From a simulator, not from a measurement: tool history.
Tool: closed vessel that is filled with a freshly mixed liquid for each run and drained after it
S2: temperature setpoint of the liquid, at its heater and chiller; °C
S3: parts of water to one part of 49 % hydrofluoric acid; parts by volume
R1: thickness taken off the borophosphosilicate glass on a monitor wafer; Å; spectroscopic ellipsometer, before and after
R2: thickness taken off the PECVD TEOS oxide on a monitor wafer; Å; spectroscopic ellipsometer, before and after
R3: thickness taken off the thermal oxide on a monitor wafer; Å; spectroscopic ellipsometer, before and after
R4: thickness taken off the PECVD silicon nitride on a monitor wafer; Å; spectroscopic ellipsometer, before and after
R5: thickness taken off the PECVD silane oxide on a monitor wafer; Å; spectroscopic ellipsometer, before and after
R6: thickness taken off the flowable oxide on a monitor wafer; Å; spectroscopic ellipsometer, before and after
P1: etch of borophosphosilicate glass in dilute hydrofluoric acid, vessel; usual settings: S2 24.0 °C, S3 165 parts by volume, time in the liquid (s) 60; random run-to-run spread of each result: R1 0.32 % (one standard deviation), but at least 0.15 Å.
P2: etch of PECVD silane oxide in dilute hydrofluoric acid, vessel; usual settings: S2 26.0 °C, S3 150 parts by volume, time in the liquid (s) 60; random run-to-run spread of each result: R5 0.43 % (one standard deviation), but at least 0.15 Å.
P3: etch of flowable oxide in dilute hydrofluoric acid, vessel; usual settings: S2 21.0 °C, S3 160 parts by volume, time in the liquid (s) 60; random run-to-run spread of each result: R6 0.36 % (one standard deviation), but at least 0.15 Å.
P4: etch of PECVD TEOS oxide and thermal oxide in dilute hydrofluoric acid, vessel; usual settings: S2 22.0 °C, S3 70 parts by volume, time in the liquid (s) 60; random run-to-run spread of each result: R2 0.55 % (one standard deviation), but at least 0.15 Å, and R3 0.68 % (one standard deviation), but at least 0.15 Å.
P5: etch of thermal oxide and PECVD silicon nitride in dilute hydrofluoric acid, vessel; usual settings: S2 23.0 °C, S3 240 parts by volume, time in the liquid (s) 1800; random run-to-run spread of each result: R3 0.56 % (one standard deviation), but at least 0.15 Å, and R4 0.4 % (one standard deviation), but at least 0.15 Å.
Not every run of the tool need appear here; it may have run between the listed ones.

Run 1, hour 4.4: process that ran P1, S2 24.0 °C, S3 165 parts by volume, time in the liquid (s) 60. Result: R1 146.390 Å.
Run 2, hour 6.9: process that ran P4, S2 22.0 °C, S3 70 parts by volume, time in the liquid (s) 30. Result: R2 74.208 Å, R3 18.2820 Å.
Run 3, hour 11.4: process that ran P5, S2 23.0 °C, S3 240 parts by volume, time in the liquid (s) 30. Result: R3 4.6584 Å, R4 2.7097 Å.
Run 4, hour 14.1: process that ran P5, S2 23.0 °C, S3 240 parts by volume, time in the liquid (s) 1800. Result: R3 274.8800 Å, R4 163.7900 Å.
Run 5, hour 17.6: process that ran P4, S2 22.0 °C, S3 70 parts by volume, time in the liquid (s) 60. Result: R2 147.050 Å, R3 36.6790 Å.
Run 6, hour 20.6: process that ran P2, S2 18.5 °C, S3 150 parts by volume, time in the liquid (s) 60. Result: R5 63.092 Å.
Run 7, hour 23.5: process that ran P2, S2 26.0 °C, S3 150 parts by volume, time in the liquid (s) 95. Result: R5 132.670 Å.
Run 8, hour 25.8: process that ran P5, S2 17.0 °C, S3 240 parts by volume, time in the liquid (s) 1800. Result: R3 220.4200 Å, R4 111.5800 Å.
Run 9, hour 30.4: process that ran P1, S2 17.5 °C, S3 165 parts by volume, time in the liquid (s) 60. Result: R1 113.010 Å.
Run 10, hour 33.0: process that ran P3, S2 17.0 °C, S3 160 parts by volume, time in the liquid (s) 60. Result: R6 151.200 Å.
Run 11, hour 36.5: process that ran P1, S2 24.0 °C, S3 165 parts by volume, time in the liquid (s) 60. Result: R1 145.900 Å.
Run 12, hour 41.4: process that ran P2, S2 26.0 °C, S3 150 parts by volume, time in the liquid (s) 60. Result: R5 83.660 Å.
Run 13, hour 46.4: process that ran P1, S2 24.0 °C, S3 165 parts by volume, time in the liquid (s) 60. Result: R1 146.350 Å.
Run 14, hour 49.6: process that ran P1, S2 24.0 °C, S3 165 parts by volume, time in the liquid (s) 95. Result: R1 231.870 Å.
Run 15, hour 53.6: process that ran P1, S2 28.0 °C, S3 165 parts by volume, time in the liquid (s) 60. Result: R1 169.750 Å.
Run 16, hour 56.9: process that ran P1, S2 24.0 °C, S3 165 parts by volume, time in the liquid (s) 60. Result: R1 146.340 Å.
Run 17, hour 61.4: process that ran P2, S2 26.0 °C, S3 150 parts by volume, time in the liquid (s) 60. Result: R5 84.427 Å.
Run 18, hour 63.7: process that ran P4, S2 17.0 °C, S3 70 parts by volume, time in the liquid (s) 60. Result: R2 119.590 Å, R3 29.8570 Å.
Run 19, hour 67.0: process that ran P1, S2 24.0 °C, S3 70 parts by volume, time in the liquid (s) 60. Result: R1 384.330 Å.
Run 20, hour 71.7: process that ran P3, S2 21.0 °C, S3 160 parts by volume, time in the liquid (s) 60. Result: R6 176.480 Å.
Run 21, hour 74.2: process that ran P2, S2 26.0 °C, S3 260 parts by volume, time in the liquid (s) 60. Result: R5 43.142 Å.
Run 22, hour 77.0: process that ran P1, S2 24.0 °C, S3 255 parts by volume, time in the liquid (s) 60. Result: R1 86.013 Å.
Run 23, hour 81.8: process that ran P1, S2 24.0 °C, S3 100 parts by volume, time in the liquid (s) 110. Result: R1 475.060 Å.
Run 24, hour 86.5: process that ran P4, S2 22.0 °C, S3 70 parts by volume, time in the liquid (s) 60. Result: R2 147.940 Å, R3 37.1160 Å.
Run 25, hour 91.4: process that ran P4, S2 22.0 °C, S3 125 parts by volume, time in the liquid (s) 60. Result: R2 77.394 Å, R3 18.8040 Å.
Run 26, hour 94.2: process that ran P5, S2 23.0 °C, S3 105 parts by volume, time in the liquid (s) 1800. Result: R3 726.7000 Å, R4 370.8700 Å.
Run 27, hour 96.5: process that ran P3, S2 21.0 °C, S3 160 parts by volume, time in the liquid (s) 30. Result: R6 88.470 Å.
Run 28, hour 100.7: process that ran P1, S2 24.0 °C, S3 165 parts by volume, time in the liquid (s) 30. Result: R1 72.732 Å.
Run 29, hour 103.1: process that ran P3, S2 21.0 °C, S3 275 parts by volume, time in the liquid (s) 60. Result: R6 91.314 Å.
Run 30, hour 107.3: process that ran P1, S2 24.0 °C, S3 165 parts by volume, time in the liquid (s) 60. Result: R1 145.270 Å.
Run 31, hour 110.6: process that ran P1, S2 24.0 °C, S3 165 parts by volume, time in the liquid (s) 60. Result: R1 146.720 Å.
Run 32, hour 113.2: process that ran P1, S2 24.0 °C, S3 165 parts by volume, time in the liquid (s) 60. Result: R1 142.750 Å.
Run 33, hour 116.3: process that ran P1, S2 24.0 °C, S3 165 parts by volume, time in the liquid (s) 60. Result: R1 138.090 Å.
Run 34, hour 121.2: process that ran P1, S2 24.0 °C, S3 165 parts by volume, time in the liquid (s) 60. Result: R1 135.270 Å.
Run 35, hour 124.2: process that ran P1, S2 24.0 °C, S3 165 parts by volume, time in the liquid (s) 60. Result: R1 134.570 Å.
Run 36, hour 128.3: process that ran P1, S2 24.0 °C, S3 165 parts by volume, time in the liquid (s) 60. Result: R1 134.440 Å.
Run 37, hour 131.8: process that ran P1, S2 24.0 °C, S3 165 parts by volume, time in the liquid (s) 60. Result: R1 132.990 Å.
Run 38, hour 136.2: process that ran P1, S2 24.0 °C, S3 165 parts by volume, time in the liquid (s) 60. Result: R1 133.200 Å.

The output of P1 has drifted from where it used to be. Each of the 2 causes below, taken at the size shown beside it, accounts for the log equally well:
A: hydrofluoric acid flow below the setpoint (%) = 7.45
B: liquid colder than its thermometer reads (K) = 2.41
The drift started at roughly hour 110.6.

Listed below are the offered check runs, one wafer per run, with question marks in place of results. For which of them would the causes give clearly different outcomes?
Run check 1, hour 140.6: process that ran P3, S2 21.0 °C, S3 270 parts by volume, time in the liquid (s) 60. Result: R6 ?.
Run check 2, hour 140.6: process that ran P5, S2 17.0 °C, S3 125 parts by volume, time in the liquid (s) 1800. Result: R3 ?, R4 ?.
Run check 3, hour 140.6: process that ran P2, S2 19.5 °C, S3 150 parts by volume, time in the liquid (s) 60. Result: R5 ?.
Run check 4, hour 140.6: process that ran P4, S2 22.0 °C, S3 120 parts by volume, time in the liquid (s) 60. Result: R2 ?, R3 ?.

Expected result of each check under each candidate cause:
  check  result      if A      if B
check 1      R6    85.093    85.769
check 2      R3  430.9100  424.9500
check 2      R4  193.1300  175.8700
check 3      R5    60.007    59.539
check 4      R2    74.133    73.493
check 4      R3   18.4010   18.2420
Separation of the two closest causes in each check, using whichever result separates them best: check 1 0.79 %; check 2 9.36 %; check 3 0.78 %; check 4 0.87 %
Of the check runs offered, only check 2 discriminates between the causes; the rest would read about the same regardless of which cause applies.

After running check 2, the following was obtained: R3 427.5700 Å; R4 175.4500 Å. Which cause does this point to?

It was cause B: liquid colder than its thermometer reads (K).
